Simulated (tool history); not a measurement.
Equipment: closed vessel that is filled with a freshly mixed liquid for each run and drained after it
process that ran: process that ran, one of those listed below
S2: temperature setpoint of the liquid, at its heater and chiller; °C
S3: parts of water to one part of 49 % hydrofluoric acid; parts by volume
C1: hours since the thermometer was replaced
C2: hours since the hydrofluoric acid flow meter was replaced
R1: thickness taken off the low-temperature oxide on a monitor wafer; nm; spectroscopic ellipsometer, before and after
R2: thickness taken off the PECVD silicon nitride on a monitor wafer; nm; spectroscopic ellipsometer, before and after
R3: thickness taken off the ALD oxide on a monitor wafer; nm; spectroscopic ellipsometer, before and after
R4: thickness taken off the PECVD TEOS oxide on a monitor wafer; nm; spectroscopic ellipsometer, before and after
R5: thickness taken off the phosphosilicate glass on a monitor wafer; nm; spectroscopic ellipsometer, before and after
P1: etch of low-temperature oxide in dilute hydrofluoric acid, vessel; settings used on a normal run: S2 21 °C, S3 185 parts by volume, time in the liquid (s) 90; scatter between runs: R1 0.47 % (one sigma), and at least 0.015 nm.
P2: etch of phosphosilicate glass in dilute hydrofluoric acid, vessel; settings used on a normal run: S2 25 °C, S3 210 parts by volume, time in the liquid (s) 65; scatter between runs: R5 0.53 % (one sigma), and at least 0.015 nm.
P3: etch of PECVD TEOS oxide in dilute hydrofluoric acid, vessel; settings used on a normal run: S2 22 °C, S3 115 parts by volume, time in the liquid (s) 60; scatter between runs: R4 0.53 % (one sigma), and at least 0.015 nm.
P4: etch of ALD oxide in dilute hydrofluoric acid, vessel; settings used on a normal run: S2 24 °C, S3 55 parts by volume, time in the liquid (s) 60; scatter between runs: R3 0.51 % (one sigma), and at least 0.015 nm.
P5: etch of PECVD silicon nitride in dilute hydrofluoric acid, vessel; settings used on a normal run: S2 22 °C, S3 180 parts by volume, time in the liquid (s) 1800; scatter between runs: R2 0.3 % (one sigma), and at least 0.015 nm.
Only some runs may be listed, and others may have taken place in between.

{"run": 1, "hour": 5.7, "process that ran": "P1", "S2": 21, "S3": 185, "time in the liquid (s)": 90, "C1": 400.6, "C2": 1092.7, "R1": 10.622}
{"run": 2, "hour": 10.1, "process that ran": "P5", "S2": 22, "S3": 180, "time in the liquid (s)": 3145, "C1": 405, "C2": 1097.1, "R2": 40.866}
{"run": 3, "hour": 17.0, "process that ran": "P1", "S2": 21, "S3": 265, "time in the liquid (s)": 90, "C1": 411.9, "C2": 1104, "R1": 6.8747}
{"run": 4, "hour": 23.2, "process that ran": "P4", "S2": 31.5, "S3": 55, "time in the liquid (s)": 60, "C1": 418.1, "C2": 1110.2, "R3": 48.464}
{"run": 5, "hour": 32.1, "process that ran": "P3", "S2": 17, "S3": 115, "time in the liquid (s)": 60, "C1": 427, "C2": 1119.1, "R4": 8.6637}
{"run": 6, "hour": 37.7, "process that ran": "P3", "S2": 22, "S3": 115, "time in the liquid (s)": 60, "C1": 432.6, "C2": 1124.7, "R4": 10.682}
{"run": 7, "hour": 43.1, "process that ran": "P1", "S2": 21, "S3": 185, "time in the liquid (s)": 35, "C1": 438, "C2": 1130.1, "R1": 4.1457}
{"run": 8, "hour": 48.5, "process that ran": "P5", "S2": 22, "S3": 50, "time in the liquid (s)": 1800, "C1": 443.4, "C2": 1135.5, "R2": 82.331}
{"run": 9, "hour": 55.2, "process that ran": "P2", "S2": 25, "S3": 210, "time in the liquid (s)": 65, "C1": 450.1, "C2": 1142.2, "R5": 16.704}
{"run": 10, "hour": 61.8, "process that ran": "P4", "S2": 24, "S3": 55, "time in the liquid (s)": 60, "C1": 456.7, "C2": 1148.8, "R3": 36.065}
{"run": 11, "hour": 67.5, "process that ran": "P1", "S2": 21, "S3": 55, "time in the liquid (s)": 90, "C1": 462.4, "C2": 1154.5, "R1": 41.422}
{"run": 12, "hour": 75.8, "process that ran": "P5", "S2": 22, "S3": 180, "time in the liquid (s)": 1800, "C1": 470.7, "C2": 1162.8, "R2": 23.411}
{"run": 13, "hour": 81.8, "process that ran": "P2", "S2": 17, "S3": 210, "time in the liquid (s)": 65, "C1": 476.7, "C2": 1168.8, "R5": 12.261}
{"run": 14, "hour": 87.1, "process that ran": "P3", "S2": 22, "S3": 40, "time in the liquid (s)": 60, "C1": 482, "C2": 1174.1, "R4": 34.031}
{"run": 15, "hour": 96.5, "process that ran": "P2", "S2": 25, "S3": 210, "time in the liquid (s)": 65, "C1": 491.4, "C2": 1183.5, "R5": 16.814}
{"run": 16, "hour": 102.3, "process that ran": "P4", "S2": 24, "S3": 100, "time in the liquid (s)": 60, "C1": 497.2, "C2": 1189.3, "R3": 18.742}
{"run": 17, "hour": 108.8, "process that ran": "P1", "S2": 21, "S3": 185, "time in the liquid (s)": 90, "C1": 503.7, "C2": 1195.8, "R1": 10.704}
{"run": 18, "hour": 115.0, "process that ran": "P1", "S2": 21, "S3": 185, "time in the liquid (s)": 90, "C1": 509.9, "C2": 1202, "R1": 10.667}
{"run": 19, "hour": 122.0, "process that ran": "P1", "S2": 17, "S3": 185, "time in the liquid (s)": 90, "C1": 516.9, "C2": 1209, "R1": 9.0936}
{"run": 20, "hour": 129.5, "process that ran": "P1", "S2": 21, "S3": 45, "time in the liquid (s)": 30, "C1": 524.4, "C2": 1216.5, "R1": 17.007}
{"run": 21, "hour": 133.7, "process that ran": "P2", "S2": 25, "S3": 315, "time in the liquid (s)": 65, "C1": 528.6, "C2": 1220.7, "R5": 9.8987}
{"run": 22, "hour": 142.9, "process that ran": "P1", "S2": 21, "S3": 185, "time in the liquid (s)": 90, "C1": 537.8, "C2": 1229.9, "R1": 10.559}
{"run": 23, "hour": 150.5, "process that ran": "P1", "S2": 21, "S3": 185, "time in the liquid (s)": 90, "C1": 545.4, "C2": 1237.5, "R1": 10.715}
{"run": 24, "hour": 156.8, "process that ran": "P1", "S2": 25.5, "S3": 185, "time in the liquid (s)": 90, "C1": 551.7, "C2": 1243.8, "R1": 12.624}
{"run": 25, "hour": 161.0, "process that ran": "P5", "S2": 17, "S3": 180, "time in the liquid (s)": 1800, "C1": 555.9, "C2": 1248, "R2": 16.838}
{"run": 26, "hour": 167.6, "process that ran": "P4", "S2": 24, "S3": 55, "time in the liquid (s)": 60, "C1": 562.5, "C2": 1254.6, "R3": 35.628}
{"run": 27, "hour": 175.4, "process that ran": "P3", "S2": 22, "S3": 115, "time in the liquid (s)": 100, "C1": 570.3, "C2": 1262.4, "R4": 17.71}
{"run": 28, "hour": 181.5, "process that ran": "P1", "S2": 21, "S3": 300, "time in the liquid (s)": 30, "C1": 576.4, "C2": 1268.5, "R1": 1.9578}
{"run": 29, "hour": 190.9, "process that ran": "P1", "S2": 21, "S3": 60, "time in the liquid (s)": 45, "C1": 585.8, "C2": 1277.9, "R1": 18.799}
{"run": 30, "hour": 197.0, "process that ran": "P4", "S2": 24, "S3": 55, "time in the liquid (s)": 90, "C1": 591.9, "C2": 1284, "R3": 54.054}
{"run": 31, "hour": 205.1, "process that ran": "P2", "S2": 25, "S3": 210, "time in the liquid (s)": 100, "C1": 600, "C2": 1292.1, "R5": 25.852}
{"run": 32, "hour": 213.8, "process that ran": "P1", "S2": 21, "S3": 185, "time in the liquid (s)": 140, "C1": 608.7, "C2": 1300.8, "R1": 16.536}
{"run": 33, "hour": 222.9, "process that ran": "P1", "S2": 21, "S3": 185, "time in the liquid (s)": 90, "C1": 617.8, "C2": 1309.9, "R1": 10.48}
{"run": 34, "hour": 228.0, "process that ran": "P1", "S2": 21, "S3": 185, "time in the liquid (s)": 90, "C1": 622.9, "C2": 1315, "R1": 10.741}
{"run": 35, "hour": 232.2, "process that ran": "P1", "S2": 21, "S3": 185, "time in the liquid (s)": 90, "C1": 627.1, "C2": 1319.2, "R1": 10.93}

Predict the results of run 36:
{"run": 36, "hour": 239.0, "process that ran": "P1", "S2": 21, "S3": 185, "time in the liquid (s)": 90, "C1": 633.9, "C2": 1326, "R1": "?"}

Run 36 measured R1 11.045 nm.
